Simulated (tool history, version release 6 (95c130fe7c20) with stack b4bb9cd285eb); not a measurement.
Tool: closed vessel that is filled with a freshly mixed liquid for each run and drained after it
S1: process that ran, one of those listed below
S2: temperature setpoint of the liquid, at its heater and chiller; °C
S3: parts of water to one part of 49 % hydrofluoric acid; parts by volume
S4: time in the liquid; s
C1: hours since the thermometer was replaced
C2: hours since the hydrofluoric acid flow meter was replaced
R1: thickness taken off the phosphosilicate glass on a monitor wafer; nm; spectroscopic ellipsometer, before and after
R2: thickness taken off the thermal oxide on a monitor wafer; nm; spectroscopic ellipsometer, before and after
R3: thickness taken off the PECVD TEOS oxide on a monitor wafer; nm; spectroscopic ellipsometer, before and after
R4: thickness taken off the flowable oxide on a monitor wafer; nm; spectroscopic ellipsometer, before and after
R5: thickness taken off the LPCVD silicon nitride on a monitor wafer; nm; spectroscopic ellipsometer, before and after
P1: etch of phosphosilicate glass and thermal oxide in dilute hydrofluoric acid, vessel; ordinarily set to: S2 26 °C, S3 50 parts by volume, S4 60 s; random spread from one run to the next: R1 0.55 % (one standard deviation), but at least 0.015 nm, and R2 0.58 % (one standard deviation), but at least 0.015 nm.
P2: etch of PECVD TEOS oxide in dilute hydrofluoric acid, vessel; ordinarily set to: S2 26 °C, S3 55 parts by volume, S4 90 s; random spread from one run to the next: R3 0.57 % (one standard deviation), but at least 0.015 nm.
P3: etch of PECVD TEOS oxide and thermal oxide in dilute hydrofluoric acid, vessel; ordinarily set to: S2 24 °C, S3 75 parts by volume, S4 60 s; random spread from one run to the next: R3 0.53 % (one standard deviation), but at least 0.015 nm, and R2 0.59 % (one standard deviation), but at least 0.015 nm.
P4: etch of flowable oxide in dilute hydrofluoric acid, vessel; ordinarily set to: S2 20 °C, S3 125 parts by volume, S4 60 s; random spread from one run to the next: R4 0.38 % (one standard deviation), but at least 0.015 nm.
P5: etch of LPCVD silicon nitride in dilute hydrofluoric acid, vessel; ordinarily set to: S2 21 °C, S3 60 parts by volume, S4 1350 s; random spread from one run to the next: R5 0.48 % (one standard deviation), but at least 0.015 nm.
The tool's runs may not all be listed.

| run | hour | S1 | S2 | S3 | S4 | C1 | C2 | R1 | R2 | R3 | R4 | R5 |
|---|---|---|---|---|---|---|---|---|---|---|---|---|
| 1 | 6.4 | P1 | 26 | 50 | 60 | 543 | 909.6 | 284.83 | 6.8254 |  |  |  |
| 2 | 13.8 | P1 | 26 | 25 | 115 | 550.4 | 917 | 1131.3 | 26.656 |  |  |  |
| 3 | 19.2 | P2 | 26 | 55 | 165 | 555.8 | 922.4 |  |  | 38.324 |  |  |
| 4 | 22.6 | P1 | 26 | 70 | 60 | 559.2 | 925.8 | 197.59 | 4.7463 |  |  |  |
| 5 | 26 | P1 | 26 | 25 | 60 | 562.6 | 929.2 | 586.61 | 14.076 |  |  |  |
| 6 | 31.7 | P3 | 24 | 130 | 60 | 568.3 | 934.9 |  | 2.1336 | 7.6179 |  |  |
| 7 | 38.4 | P2 | 20 | 55 | 90 | 575 | 941.6 |  |  | 16.181 |  |  |
| 8 | 41.7 | P1 | 21 | 50 | 60 | 578.3 | 944.9 | 231.94 | 5.5338 |  |  |  |
| 9 | 47.7 | P3 | 29.5 | 75 | 60 | 584.3 | 950.9 |  | 4.9086 | 17.565 |  |  |
| 10 | 51.7 | P4 | 20 | 125 | 30 | 588.3 | 954.9 |  |  |  | 5.6562 |  |
| 11 | 57.8 | P1 | 30 | 50 | 60 | 594.4 | 961 | 334.34 | 7.9566 |  |  |  |
| 12 | 65.3 | P4 | 17 | 125 | 60 | 601.9 | 968.5 |  |  |  | 10.021 |  |
| 13 | 69.4 | P5 | 21 | 60 | 2445 | 606 | 972.6 |  |  |  |  | 16.638 |
| 14 | 76.7 | P4 | 20 | 125 | 60 | 613.3 | 979.9 |  |  |  | 11.17 |  |
| 15 | 80.7 | P4 | 20 | 125 | 60 | 617.3 | 983.9 |  |  |  | 11.287 |  |
| 16 | 86.9 | P4 | 20 | 170 | 60 | 623.5 | 990.1 |  |  |  | 7.8726 |  |
| 17 | 92.3 | P1 | 26 | 50 | 60 | 628.9 | 995.5 | 284.12 | 6.7432 |  |  |  |
| 18 | 97.7 | P1 | 26 | 50 | 30 | 634.3 | 1000.9 | 142.77 | 3.3875 |  |  |  |
| 19 | 105.3 | P1 | 26 | 50 | 60 | 641.9 | 1008.5 | 285.13 | 6.7577 |  |  |  |
| 20 | 112.3 | P2 | 26 | 55 | 90 | 648.9 | 1015.5 |  |  | 21.032 |  |  |
| 21 | 117.3 | P1 | 26 | 50 | 60 | 653.9 | 1020.5 | 284.15 | 6.7872 |  |  |  |
| 22 | 124.7 | P2 | 26 | 25 | 90 | 661.3 | 1027.9 |  |  | 48.207 |  |  |
| 23 | 131.7 | P5 | 21 | 60 | 1350 | 668.3 | 1034.9 |  |  |  |  | 9.2058 |
| 24 | 139 | P1 | 26 | 50 | 100 | 675.6 | 1042.2 | 473.19 | 11.267 |  |  |  |
| 25 | 145.8 | P2 | 26 | 55 | 90 | 682.4 | 1049 |  |  | 20.867 |  |  |
|  | 151 | thermometer replaced |
| 26 | 151.7 | P5 | 21 | 100 | 1350 | 0.7 | 1054.9 |  |  |  |  | 5.5531 |
| 27 | 157.6 | P3 | 24 | 75 | 60 | 6.6 | 1060.8 |  | 3.9798 | 14.178 |  |  |
| 28 | 161.1 | P3 | 24 | 75 | 95 | 10.1 | 1064.3 |  | 6.2273 | 22.42 |  |  |
| 29 | 168.3 | P5 | 17 | 60 | 1350 | 17.3 | 1071.5 |  |  |  |  | 6.9687 |
| 30 | 175.3 | P1 | 32.5 | 50 | 30 | 24.3 | 1078.5 | 183.73 | 4.3805 |  |  |  |
| 31 | 179.1 | P1 | 26 | 50 | 60 | 28.1 | 1082.3 | 283.04 | 6.7887 |  |  |  |
| 32 | 184.6 | P1 | 26 | 50 | 60 | 33.6 | 1087.8 | 283.81 | 6.784 |  |  |  |
| 33 | 189.6 | P1 | 26 | 50 | 60 | 38.6 | 1092.8 | 293.36 | 6.9521 |  |  |  |
| 34 | 194.1 | P1 | 26 | 50 | 60 | 43.1 | 1097.3 | 296.41 | 7.0731 |  |  |  |
| 35 | 199.2 | P1 | 26 | 50 | 60 | 48.2 | 1102.4 | 300.46 | 7.1063 |  |  |  |
| 36 | 205 | P1 | 26 | 50 | 60 | 54 | 1108.2 | 302.14 | 7.229 |  |  |  |
| 37 | 211.5 | P1 | 26 | 50 | 60 | 60.5 | 1114.7 | 307.04 | 7.2091 |  |  |  |
| 38 | 218.1 | P1 | 26 | 50 | 60 | 67.1 | 1121.3 | 306.97 | 7.1907 |  |  |  |
| 39 | 224.1 | P1 | 26 | 50 | 60 | 73.1 | 1127.3 | 309.06 | 7.2843 |  |  |  |
| 40 | 230.3 | P1 | 26 | 50 | 60 | 79.3 | 1133.5 | 303.21 | 7.2534 |  |  |  |
| 41 | 234.1 | P1 | 26 | 50 | 60 | 83.1 | 1137.3 | 307.91 | 7.3068 |  |  |  |
| 42 | 240.7 | P1 | 26 | 50 | 60 | 89.7 | 1143.9 | 307.58 | 7.2595 |  |  |  |

The log shows P1 creeping away from where it was. Any of the 2 causes listed here, at the size stated for it, fits the log just as well as the others:
A: hydrofluoric acid flow above the setpoint (%) = 7.68
B: liquid hotter than its thermometer reads (K) = 1.97
Creep in the process output first set in at about hour 184.6.

Listed below are the offered check runs, one wafer per run, with question marks in place of results. For which of them would the causes give clearly different outcomes?
| check 1 | 247.3 | P3 | 24 | 75 | 60 |  |  |  | ? | ? |  |  |
| check 2 | 247.3 | P4 | 20 | 125 | 60 |  |  |  |  |  | ? |  |
| check 3 | 247.3 | P2 | 26 | 55 | 90 |  |  |  |  | ? |  |  |
| check 4 | 247.3 | P5 | 21 | 60 | 1350 |  |  |  |  |  |  | ? |

How each check would come out, cause by cause:
| check | result | if A | if B |
|---|---|---|---|
| check 1 | R2 | 4.278 | 4.2694 |
| check 1 | R3 | 15.295 | 15.264 |
| check 2 | R4 | 12.249 | 12.191 |
| check 3 | R3 | 22.528 | 22.516 |
| check 4 | R5 | 9.8704 | 10.502 |
Smallest distance between any two causes, each pair judged by its most separating result, in per cent: check 1 0.2 %; check 2 0.48 %; check 3 0.05 %; check 4 6.2 %
Check 4 tells the causes apart: in the others they would give nearly the same result.

Check 4 was then run and gave: R5 10.514 nm. Which cause is it?

It was cause B: liquid hotter than its thermometer reads (K).

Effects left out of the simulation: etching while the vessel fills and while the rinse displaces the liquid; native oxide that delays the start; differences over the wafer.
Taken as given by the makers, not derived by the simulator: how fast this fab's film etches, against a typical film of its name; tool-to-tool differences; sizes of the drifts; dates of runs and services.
